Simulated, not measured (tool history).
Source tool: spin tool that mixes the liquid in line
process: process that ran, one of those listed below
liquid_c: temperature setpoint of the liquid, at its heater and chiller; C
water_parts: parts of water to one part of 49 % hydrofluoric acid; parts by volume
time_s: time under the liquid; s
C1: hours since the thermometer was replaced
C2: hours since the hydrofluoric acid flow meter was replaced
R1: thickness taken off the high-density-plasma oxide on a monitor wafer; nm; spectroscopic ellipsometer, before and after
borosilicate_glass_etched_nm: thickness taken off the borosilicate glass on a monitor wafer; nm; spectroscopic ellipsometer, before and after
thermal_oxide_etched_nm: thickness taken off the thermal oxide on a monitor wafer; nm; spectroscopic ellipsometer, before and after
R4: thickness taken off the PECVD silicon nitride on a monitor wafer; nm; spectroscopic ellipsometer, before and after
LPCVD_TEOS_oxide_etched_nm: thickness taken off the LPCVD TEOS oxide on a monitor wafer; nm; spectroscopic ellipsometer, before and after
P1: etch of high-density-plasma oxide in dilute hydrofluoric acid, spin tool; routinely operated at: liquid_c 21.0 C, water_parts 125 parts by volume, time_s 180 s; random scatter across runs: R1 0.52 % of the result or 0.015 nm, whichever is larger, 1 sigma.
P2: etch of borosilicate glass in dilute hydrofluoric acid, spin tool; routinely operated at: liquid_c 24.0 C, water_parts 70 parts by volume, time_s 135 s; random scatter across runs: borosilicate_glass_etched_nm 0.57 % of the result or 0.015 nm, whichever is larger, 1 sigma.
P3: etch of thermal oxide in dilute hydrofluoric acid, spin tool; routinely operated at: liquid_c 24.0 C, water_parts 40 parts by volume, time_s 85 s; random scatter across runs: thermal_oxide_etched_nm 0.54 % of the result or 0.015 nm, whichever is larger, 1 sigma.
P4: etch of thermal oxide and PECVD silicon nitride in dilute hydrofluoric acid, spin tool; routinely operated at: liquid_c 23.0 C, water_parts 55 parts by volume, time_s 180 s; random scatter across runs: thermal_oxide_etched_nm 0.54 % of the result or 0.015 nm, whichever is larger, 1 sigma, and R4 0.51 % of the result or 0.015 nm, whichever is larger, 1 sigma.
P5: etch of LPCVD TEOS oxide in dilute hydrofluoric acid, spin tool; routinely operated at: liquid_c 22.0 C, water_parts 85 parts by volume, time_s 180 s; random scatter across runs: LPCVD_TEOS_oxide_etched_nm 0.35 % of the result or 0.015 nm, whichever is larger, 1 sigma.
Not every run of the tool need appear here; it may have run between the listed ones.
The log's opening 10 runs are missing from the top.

run 11 hour=108.9 | process=P1 liquid_c=21.0 water_parts=125 time_s=295 | C1=525.4 C2=728.4 | R1=10.91600
run 12 hour=116.0 | process=P3 liquid_c=24.0 water_parts=40 time_s=25 | C1=532.5 C2=735.5 | thermal_oxide_etched_nm=3.3023
run 13 hour=122.4 | process=P4 liquid_c=23.0 water_parts=30 time_s=180 | C1=538.9 C2=741.9 | thermal_oxide_etched_nm=29.4950 R4=21.168
run 14 hour=130.7 | process=P4 liquid_c=23.0 water_parts=55 time_s=180 | C1=547.2 C2=750.2 | thermal_oxide_etched_nm=15.5690 R4=11.532
run 15 hour=142.1 | process=P5 liquid_c=29.5 water_parts=85 time_s=180 | C1=558.6 C2=761.6 | LPCVD_TEOS_oxide_etched_nm=51.369
run 16 hour=155.2 | process=P1 liquid_c=21.0 water_parts=180 time_s=180 | C1=571.7 C2=774.7 | R1=4.35950
run 17 hour=165.0 | process=P1 liquid_c=21.0 water_parts=125 time_s=180 | C1=581.5 C2=784.5 | R1=6.70120
run 18 hour=172.9 | process=P5 liquid_c=22.0 water_parts=85 time_s=280 | C1=589.4 C2=792.4 | LPCVD_TEOS_oxide_etched_nm=59.256
run 19 hour=180.1 | process=P1 liquid_c=21.0 water_parts=125 time_s=180 | C1=596.6 C2=799.6 | R1=6.52880
run 20 hour=190.5 | process=P1 liquid_c=28.0 water_parts=125 time_s=180 | C1=607.0 C2=810.0 | R1=8.64780
run 21 hour=201.8 | process=P2 liquid_c=24.0 water_parts=70 time_s=135 | C1=618.3 C2=821.3 | borosilicate_glass_etched_nm=44.448
run 22 hour=211.6 | process=P1 liquid_c=17.5 water_parts=125 time_s=180 | C1=628.1 C2=831.1 | R1=5.74790
run 23 hour=223.8 | process=P4 liquid_c=31.0 water_parts=55 time_s=180 | C1=640.3 C2=843.3 | thermal_oxide_etched_nm=21.1760 R4=19.553
run 24 hour=236.3 | process=P5 liquid_c=22.0 water_parts=85 time_s=180 | C1=652.8 C2=855.8 | LPCVD_TEOS_oxide_etched_nm=38.031
run 25 hour=249.1 | process=P1 liquid_c=21.0 water_parts=125 time_s=25 | C1=665.6 C2=868.6 | R1=0.92116
run 26 hour=257.3 | process=P2 liquid_c=24.0 water_parts=125 time_s=135 | C1=673.8 C2=876.8 | borosilicate_glass_etched_nm=22.979
run 27 hour=267.5 | process=P2 liquid_c=19.0 water_parts=70 time_s=135 | C1=684.0 C2=887.0 | borosilicate_glass_etched_nm=35.972

What will run 28 give?
run 28 hour=277.5 | process=P3 liquid_c=24.0 water_parts=40 time_s=85 | C1=694.0 C2=897.0 | thermal_oxide_etched_nm=?

thermal_oxide_etched_nm: 11.3110 nm
